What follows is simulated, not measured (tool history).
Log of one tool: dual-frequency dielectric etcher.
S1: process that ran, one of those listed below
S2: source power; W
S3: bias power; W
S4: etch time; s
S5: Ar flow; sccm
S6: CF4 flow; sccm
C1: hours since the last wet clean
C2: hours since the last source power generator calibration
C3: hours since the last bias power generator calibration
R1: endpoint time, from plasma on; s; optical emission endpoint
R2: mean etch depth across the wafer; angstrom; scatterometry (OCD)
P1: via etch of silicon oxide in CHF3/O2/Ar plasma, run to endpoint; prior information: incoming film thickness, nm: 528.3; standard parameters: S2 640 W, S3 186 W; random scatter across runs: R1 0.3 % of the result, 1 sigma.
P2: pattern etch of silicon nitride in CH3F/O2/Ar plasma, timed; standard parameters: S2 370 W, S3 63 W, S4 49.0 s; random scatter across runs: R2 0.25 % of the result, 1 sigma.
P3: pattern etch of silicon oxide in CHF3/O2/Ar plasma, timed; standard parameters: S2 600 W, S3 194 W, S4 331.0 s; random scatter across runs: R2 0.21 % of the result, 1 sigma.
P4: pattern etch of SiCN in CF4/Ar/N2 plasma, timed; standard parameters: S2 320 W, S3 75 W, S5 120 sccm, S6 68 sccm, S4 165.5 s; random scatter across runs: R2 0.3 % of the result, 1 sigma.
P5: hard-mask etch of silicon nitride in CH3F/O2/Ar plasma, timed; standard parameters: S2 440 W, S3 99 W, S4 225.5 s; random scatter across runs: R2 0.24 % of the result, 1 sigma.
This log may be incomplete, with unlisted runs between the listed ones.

run   hour  S1   S2   S3     S4   S5  S6     C1      C2     C3      R1       R2
  1    3.5  P1  640  186                  213.4  1192.4  438.9  261.67
  2    6.6  P1  640  186                  216.5  1195.5  442.0  260.68
  3    8.8  P5  440  140  225.5           218.7  1197.7  444.2          2137.50
  4   13.2  P3  600  194  331.0           223.1  1202.1  448.6          6797.00
  5   17.5  P5  440   99  124.0           227.4  1206.4  452.9          1036.30
  6   21.7  P2  370   63   49.0           231.6  1210.6  457.1           326.33
  7   24.4  P3  600  141  331.0           234.3  1213.3  459.8          6111.30
  8   28.2  P2  480   63   49.0           238.1  1217.1  463.6           362.07
  9   30.7  P4  320   75  165.5   82  68  240.6  1219.6  466.1          1092.70
 10   34.3  P4  320   75  165.5  120  68  244.2  1223.2  469.7          1043.30
 11   38.4  P4  420   75  165.5  120  68  248.3  1227.3  473.8          1314.30
 12   42.2  P2  370   63   71.5           252.1  1231.1  477.6           479.50
 13   44.2  P1  410  256                  254.1  1233.1  479.6  274.07
 14   46.6  P4  320   75  203.5  120  68  256.5  1235.5  482.0          1270.10
 15   49.4  P1  640  249                  259.3  1238.3  484.8  235.44
 16   53.3  P3  790  194  331.0           263.2  1242.2  488.7          7532.00
 17   55.5  P1  640  151                  265.4  1244.4  490.9  278.95
 18   59.6  P5  300   99  225.5           269.5  1248.5  495.0          1631.00
 19   63.1  P5  440   99  225.5           273.0  1252.0  498.5          1880.30
 20   65.9  P1  640  186                  275.8  1254.8  501.3  261.44
 21   69.8  P1  640  186                  279.7  1258.7  505.2  260.40
 22   74.0  P1  430  186                  283.9  1262.9  509.4  303.88
 23   75.9  P2  370   80   49.0           285.8  1264.8  511.3           354.66
 24   80.0  P4  320   75  165.5  120  68  289.9  1268.9  515.4          1037.90
 25   83.9  P1  640  186                  293.8  1272.8  519.3  260.94
 26   86.3  P5  440   99  225.5           296.2  1275.2  521.7          1883.90
 27   89.6  P1  640  186                  299.5  1278.5  525.0  261.43
 28   91.7  P4  320   75  165.5  120  48  301.6  1280.6  527.1           979.57
 29   94.7  P1  910  186                  304.6  1283.6  530.1  228.10
 30   98.7  P1  640  186                  308.6  1287.6  534.1  259.43
 31  102.0  P3  600  194  446.0           311.9  1290.9  537.4          9093.40
 32  106.3  P1  390  117                  316.2  1295.2  541.7  366.27
 33  109.8  P4  320   43  165.5  120  68  319.7  1298.7  545.2           855.11
 34  111.9  P1  640  186                  321.8  1300.8  547.3  259.80
 35  114.8  P1  640  186                  324.7  1303.7  550.2  261.91
 36  117.4  P1  640  186                  327.3  1306.3  552.8  264.02
 37  120.5  P1  640  186                  330.4  1309.4  555.9  264.36
     121.9  -- wet clean of the chamber
 38  123.0  P1  640  186                    1.1  1311.9  558.4  264.95
 39  127.1  P1  640  186                    5.2  1316.0  562.5  264.12
 40  130.9  P1  640  186                    9.0  1319.8  566.3  265.86
 41  133.4  P1  640  186                   11.5  1322.3  568.8  263.82
 42  137.5  P1  640  186                   15.6  1326.4  572.9  264.66

The output of P1 has drifted from where it used to be. Each of the 2 causes below, taken at the size shown beside it, accounts for the log equally well:
A: source power that arrives under what is set, % = 3.85
B: bias power that arrives under what is set, % = 4.38
At approximately hour 111.9, the process output began to creep.
The rest of the possible causes, and what rules out each one:
chamber walls in a state that lowers the etch rate, %: serviced after onset, at hour 121.9, with no recovery of the prior output

The 4 check runs listed below each average the results of 2 wafers, and their outcomes are marked with question marks. Under which run would the listed causes produce clearly different results?
check 1  141.6  P5  440  133  145.0                           ?
check 2  141.6  P4  320   45  165.5  86  68                   ?
check 3  141.6  P2  480   63   66.5                           ?
check 4  141.6  P3  710  194  331.0                           ?

Outcome of each check run for each possible cause:
  check  result     if A     if B
check 1      R2  1330.90  1327.30
check 2      R2   886.39   905.14
check 3      R2   484.32   484.58
check 4      R2  7117.70  7117.40
Gap, in per cent, between the two causes that each check separates least, read from the result that separates them most: check 1 0.27 %; check 2 2.09 %; check 3 0.05 %; check 4 0 %
Check 2 tells the causes apart: in the others they would give nearly the same result.

The results of check 2 are: R2 886.67 angstrom. Based on these, which of the listed causes is it?

A is the cause: source power that arrives under what is set, %.

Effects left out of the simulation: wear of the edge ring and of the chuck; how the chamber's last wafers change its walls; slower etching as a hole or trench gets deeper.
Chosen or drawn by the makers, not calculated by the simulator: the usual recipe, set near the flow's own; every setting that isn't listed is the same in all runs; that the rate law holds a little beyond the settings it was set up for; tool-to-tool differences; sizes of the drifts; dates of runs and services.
